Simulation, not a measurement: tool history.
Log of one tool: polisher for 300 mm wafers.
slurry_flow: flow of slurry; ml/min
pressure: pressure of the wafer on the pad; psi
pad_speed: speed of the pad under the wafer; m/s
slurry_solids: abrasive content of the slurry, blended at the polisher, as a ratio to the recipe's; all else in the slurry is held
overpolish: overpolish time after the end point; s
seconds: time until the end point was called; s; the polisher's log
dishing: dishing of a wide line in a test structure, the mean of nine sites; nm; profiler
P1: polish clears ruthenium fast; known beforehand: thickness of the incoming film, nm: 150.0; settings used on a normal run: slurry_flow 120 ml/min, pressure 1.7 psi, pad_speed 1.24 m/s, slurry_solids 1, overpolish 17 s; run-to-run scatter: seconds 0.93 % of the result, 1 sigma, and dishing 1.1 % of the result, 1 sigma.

run   hour  slurry_flow  pressure  pad_speed  slurry_solids  overpolish  seconds  dishing
  1     12          120       1.7       1.24              1          17   49.102   42.299
  2   23.4          120       1.7       1.24              1          26    49.86   59.733
  3   36.6          120       1.7       1.24              1          17     49.6   41.955
  4   47.2          120       1.7        0.8              1          17   77.118   28.039
  5   53.6           70       1.7       1.24              1          17   57.877   36.561
  6     65          120       1.7       1.24              1          17   50.172   41.396
  7   75.5          120         1       1.24              1          17     83.3   25.639
  8   82.7          185       1.7       1.24              1          17   46.118    43.84
  9     97          120       2.6       1.24              1          17   32.472   60.589
 10  108.1          120       1.7       1.24              1          17   49.738   42.225
 11    121          120       0.8       1.24              1          27   105.27    31.75
 12  134.4          120       1.7       1.24           1.25          17    44.77   45.463
     134.5  -- slurry nozzle cleaned
 13  144.2          120       1.7       1.24            0.5          17   72.376   29.833
 14  158.4          120       1.7       1.24              1           5       50   12.979
     160.6  -- worn pad replaced by a new one
 15    172          120       1.7       1.88              1          17    32.55   59.806
 16  186.2          120       1.7       1.24              1          17   50.112   41.463
 17  200.4          120       1.7       1.24              1          17   50.845     41.2
 18    207          120       1.7       1.24              1          17   51.345   41.001

Run 19 has not been measured yet. What should we expect?
 19  214.5          120       1.7       1.24              1          17        ?        ?

seconds: 52.56 s
dishing: 39.536 nm
